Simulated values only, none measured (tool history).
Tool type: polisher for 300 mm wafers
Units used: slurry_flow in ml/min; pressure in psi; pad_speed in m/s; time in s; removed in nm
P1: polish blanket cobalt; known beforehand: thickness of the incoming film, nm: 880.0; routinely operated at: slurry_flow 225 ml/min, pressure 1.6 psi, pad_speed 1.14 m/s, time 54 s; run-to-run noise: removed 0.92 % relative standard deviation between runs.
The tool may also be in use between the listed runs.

| run | day | slurry_flow | pressure | pad_speed | time | removed |
|---|---|---|---|---|---|---|
| 1 | 0.288 | 225 | 1.6 | 1.14 | 54 | 229.71 |
| 2 | 0.621 | 135 | 1.6 | 1.14 | 54 | 214.92 |
| 3 | 1.042 | 225 | 1.1 | 1.56 | 54 | 219.26 |
| 4 | 1.521 | 300 | 1.6 | 1.14 | 54 | 242.26 |
| 5 | 2.008 | 225 | 1.6 | 1.78 | 54 | 361.73 |
| 6 | 2.375 | 225 | 1.6 | 0.84 | 54 | 170.12 |
| 7 | 2.917 | 225 | 1.6 | 1.14 | 86 | 379.85 |
| 8 | 3.354 | 225 | 0.7 | 1.14 | 54 | 101.91 |
| 9 | 3.85 | 225 | 2.3 | 1.14 | 54 | 338.29 |
| 10 | 4.275 | 225 | 1.6 | 1.14 | 54 | 234.18 |
| 11 | 4.775 | 225 | 1.6 | 1.14 | 28 | 120.2 |
| 12 | 5.167 | 225 | 1.6 | 1.14 | 54 | 234.19 |
| 13 | 5.588 | 225 | 1.6 | 1.14 | 54 | 229.29 |
| 14 | 6.075 | 225 | 1.6 | 1.14 | 54 | 228.29 |
| 15 | 6.621 | 145 | 1.6 | 0.66 | 54 | 125.82 |

Run 16 is up next; what results do you expect?
| 16 | 6.875 | 225 | 1.6 | 1.14 | 54 | ? |

{"run 16": {"removed": 234.63}}
